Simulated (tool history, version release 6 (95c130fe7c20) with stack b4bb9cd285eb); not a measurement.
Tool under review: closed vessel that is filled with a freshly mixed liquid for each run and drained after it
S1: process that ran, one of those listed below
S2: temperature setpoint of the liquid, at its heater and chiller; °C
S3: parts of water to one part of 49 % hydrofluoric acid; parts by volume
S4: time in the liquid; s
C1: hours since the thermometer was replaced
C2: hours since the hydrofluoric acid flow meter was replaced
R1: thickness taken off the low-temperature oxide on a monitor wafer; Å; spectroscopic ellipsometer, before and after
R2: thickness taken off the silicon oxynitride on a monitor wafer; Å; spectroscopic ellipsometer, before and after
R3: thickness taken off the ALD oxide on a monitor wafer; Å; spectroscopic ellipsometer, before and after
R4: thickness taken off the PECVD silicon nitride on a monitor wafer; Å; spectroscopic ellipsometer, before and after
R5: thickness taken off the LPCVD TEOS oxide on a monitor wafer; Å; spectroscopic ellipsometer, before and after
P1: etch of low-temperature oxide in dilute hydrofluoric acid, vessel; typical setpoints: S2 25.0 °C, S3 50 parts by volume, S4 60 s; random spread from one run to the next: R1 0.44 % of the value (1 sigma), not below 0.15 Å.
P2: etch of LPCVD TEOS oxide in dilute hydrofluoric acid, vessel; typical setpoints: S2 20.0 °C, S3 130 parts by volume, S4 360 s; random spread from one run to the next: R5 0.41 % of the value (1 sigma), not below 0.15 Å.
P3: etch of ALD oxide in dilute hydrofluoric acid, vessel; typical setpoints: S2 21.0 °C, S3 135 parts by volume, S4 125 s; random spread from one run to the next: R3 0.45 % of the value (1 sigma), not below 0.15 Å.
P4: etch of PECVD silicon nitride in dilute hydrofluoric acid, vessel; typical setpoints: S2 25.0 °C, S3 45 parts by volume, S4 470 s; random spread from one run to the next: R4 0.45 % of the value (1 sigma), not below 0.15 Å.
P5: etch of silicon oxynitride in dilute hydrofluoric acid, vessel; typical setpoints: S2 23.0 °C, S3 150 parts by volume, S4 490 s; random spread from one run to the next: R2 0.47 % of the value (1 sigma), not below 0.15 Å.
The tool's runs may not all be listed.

Run 1, hour 3.7: S1 P1, S2 25.0 °C, S3 50 parts by volume, S4 60 s; C1 376.4; C2 1731.8. Result: R1 142.560 Å.
Run 2, hour 7.6: S1 P1, S2 25.0 °C, S3 50 parts by volume, S4 60 s; C1 380.3; C2 1735.7. Result: R1 143.050 Å.
Run 3, hour 9.8: S1 P5, S2 23.0 °C, S3 150 parts by volume, S4 75 s; C1 382.5; C2 1737.9. Result: R2 11.849 Å.
Run 4, hour 12.1: S1 P1, S2 25.0 °C, S3 50 parts by volume, S4 60 s; C1 384.8; C2 1740.2. Result: R1 142.800 Å.
Run 5, hour 14.2: S1 P1, S2 25.0 °C, S3 20 parts by volume, S4 60 s; C1 386.9; C2 1742.3. Result: R1 371.500 Å.
Run 6, hour 17.0: S1 P3, S2 17.0 °C, S3 135 parts by volume, S4 125 s; C1 389.7; C2 1745.1. Result: R3 92.031 Å.
Run 7, hour 21.0: S1 P3, S2 21.0 °C, S3 35 parts by volume, S4 125 s; C1 393.7; C2 1749.1. Result: R3 467.390 Å.
Run 8, hour 23.8: S1 P5, S2 23.0 °C, S3 260 parts by volume, S4 490 s; C1 396.5; C2 1751.9. Result: R2 40.725 Å.
Run 9, hour 26.5: S1 P4, S2 32.5 °C, S3 45 parts by volume, S4 470 s; C1 399.2; C2 1754.6. Result: R4 455.750 Å.
Run 10, hour 28.9: S1 P1, S2 25.0 °C, S3 85 parts by volume, S4 85 s; C1 401.6; C2 1757.0. Result: R1 113.640 Å.
Run 11, hour 31.7: S1 P1, S2 25.0 °C, S3 50 parts by volume, S4 90 s; C1 404.4; C2 1759.8. Result: R1 213.290 Å.
At hour 33.7: hydrofluoric acid flow meter replaced.
Run 12, hour 33.8: S1 P1, S2 19.0 °C, S3 50 parts by volume, S4 60 s; C1 406.5; C2 0.1. Result: R1 111.160 Å.
Run 13, hour 36.8: S1 P2, S2 20.0 °C, S3 130 parts by volume, S4 145 s; C1 409.5; C2 3.1. Result: R5 232.46 Å.
Run 14, hour 40.2: S1 P1, S2 33.0 °C, S3 50 parts by volume, S4 60 s; C1 412.9; C2 6.5. Result: R1 195.160 Å.
Run 15, hour 42.3: S1 P4, S2 25.0 °C, S3 45 parts by volume, S4 470 s; C1 415.0; C2 8.6. Result: R4 278.440 Å.
Run 16, hour 45.4: S1 P5, S2 28.0 °C, S3 150 parts by volume, S4 490 s; C1 418.1; C2 11.7. Result: R2 96.116 Å.
Run 17, hour 49.2: S1 P1, S2 25.0 °C, S3 50 parts by volume, S4 30 s; C1 421.9; C2 15.5. Result: R1 71.062 Å.
Run 18, hour 53.6: S1 P2, S2 28.5 °C, S3 130 parts by volume, S4 360 s; C1 426.3; C2 19.9. Result: R5 799.68 Å.
Run 19, hour 57.9: S1 P2, S2 20.0 °C, S3 130 parts by volume, S4 360 s; C1 430.6; C2 24.2. Result: R5 579.30 Å.
Run 20, hour 61.9: S1 P3, S2 21.0 °C, S3 135 parts by volume, S4 125 s; C1 434.6; C2 28.2. Result: R3 108.230 Å.
Run 21, hour 64.8: S1 P1, S2 25.0 °C, S3 75 parts by volume, S4 60 s; C1 437.5; C2 31.1. Result: R1 92.293 Å.
Run 22, hour 67.4: S1 P1, S2 25.0 °C, S3 50 parts by volume, S4 60 s; C1 440.1; C2 33.7. Result: R1 143.840 Å.
Run 23, hour 69.8: S1 P1, S2 25.0 °C, S3 80 parts by volume, S4 30 s; C1 442.5; C2 36.1. Result: R1 42.957 Å.
Run 24, hour 72.9: S1 P4, S2 25.0 °C, S3 20 parts by volume, S4 470 s; C1 445.6; C2 39.2. Result: R4 612.240 Å.
Run 25, hour 77.2: S1 P5, S2 23.0 °C, S3 150 parts by volume, S4 490 s; C1 449.9; C2 43.5. Result: R2 76.619 Å.
Run 26, hour 79.4: S1 P2, S2 20.0 °C, S3 130 parts by volume, S4 360 s; C1 452.1; C2 45.7. Result: R5 579.96 Å.
Run 27, hour 82.3: S1 P2, S2 20.0 °C, S3 30 parts by volume, S4 360 s; C1 455.0; C2 48.6. Result: R5 2792.70 Å.
Run 28, hour 85.9: S1 P4, S2 25.0 °C, S3 45 parts by volume, S4 110 s; C1 458.6; C2 52.2. Result: R4 65.633 Å.
Run 29, hour 88.3: S1 P1, S2 25.0 °C, S3 50 parts by volume, S4 60 s; C1 461.0; C2 54.6. Result: R1 143.050 Å.
Run 30, hour 92.6: S1 P3, S2 21.0 °C, S3 135 parts by volume, S4 30 s; C1 465.3; C2 58.9. Result: R3 25.549 Å.
Run 31, hour 96.4: S1 P1, S2 25.0 °C, S3 50 parts by volume, S4 60 s; C1 469.1; C2 62.7. Result: R1 143.260 Å.
Run 32, hour 98.6: S1 P1, S2 25.0 °C, S3 50 parts by volume, S4 60 s; C1 471.3; C2 64.9. Result: R1 145.820 Å.
Run 33, hour 103.2: S1 P1, S2 25.0 °C, S3 50 parts by volume, S4 60 s; C1 475.9; C2 69.5. Result: R1 151.040 Å.
Run 34, hour 107.3: S1 P1, S2 25.0 °C, S3 50 parts by volume, S4 60 s; C1 480.0; C2 73.6. Result: R1 151.970 Å.
Run 35, hour 109.5: S1 P1, S2 25.0 °C, S3 50 parts by volume, S4 60 s; C1 482.2; C2 75.8. Result: R1 153.500 Å.
Run 36, hour 113.7: S1 P1, S2 25.0 °C, S3 50 parts by volume, S4 60 s; C1 486.4; C2 80.0. Result: R1 153.330 Å.
Run 37, hour 116.3: S1 P1, S2 25.0 °C, S3 50 parts by volume, S4 60 s; C1 489.0; C2 82.6. Result: R1 154.930 Å.
Run 38, hour 118.6: S1 P1, S2 25.0 °C, S3 50 parts by volume, S4 60 s; C1 491.3; C2 84.9. Result: R1 154.160 Å.
Run 39, hour 122.2: S1 P1, S2 25.0 °C, S3 50 parts by volume, S4 60 s; C1 494.9; C2 88.5. Result: R1 154.980 Å.
Run 40, hour 124.9: S1 P1, S2 25.0 °C, S3 50 parts by volume, S4 60 s; C1 497.6; C2 91.2. Result: R1 155.130 Å.
Run 41, hour 129.1: S1 P1, S2 25.0 °C, S3 50 parts by volume, S4 60 s; C1 501.8; C2 95.4. Result: R1 155.260 Å.

Something has made what P1 gives creep away from where it was; the 2 causes below, each at its own stated size, fit the log equally well:
A: hydrofluoric acid flow above the setpoint (%) = 8.33
B: liquid hotter than its thermometer reads (K) = 2.11
Creep in the process output first set in at about hour 96.4.

Each of the 4 check runs below uses one wafer; its results are left as question marks. Which run tells the causes apart?
Run check 1, hour 133.3: S1 P2, S2 26.0 °C, S3 50 parts by volume, S4 360 s. Result: R5 ?.
Run check 2, hour 133.3: S1 P3, S2 21.0 °C, S3 60 parts by volume, S4 35 s. Result: R3 ?.
Run check 3, hour 133.3: S1 P4, S2 32.5 °C, S3 20 parts by volume, S4 470 s. Result: R4 ?.
Run check 4, hour 133.3: S1 P5, S2 23.0 °C, S3 200 parts by volume, S4 170 s. Result: R2 ?.

What every check run would give for each of its results, assuming each possible cause in turn:
  check  result      if A      if B
check 1      R5   2287.10   2285.90
check 2      R3    80.709    80.867
check 3      R4  1089.600  1155.400
check 4      R2    21.080    21.139
Separation of the two closest causes in each check, using whichever result separates them best: check 1 0.05 %; check 2 0.2 %; check 3 5.86 %; check 4 0.28 %
Only in check 3 would the causes give clearly different results; in the remaining checks their results would be nearly the same.

After running check 3, the following was obtained: R4 1155.000 Å. Which cause does this point to?

B is the cause: liquid hotter than its thermometer reads (K).
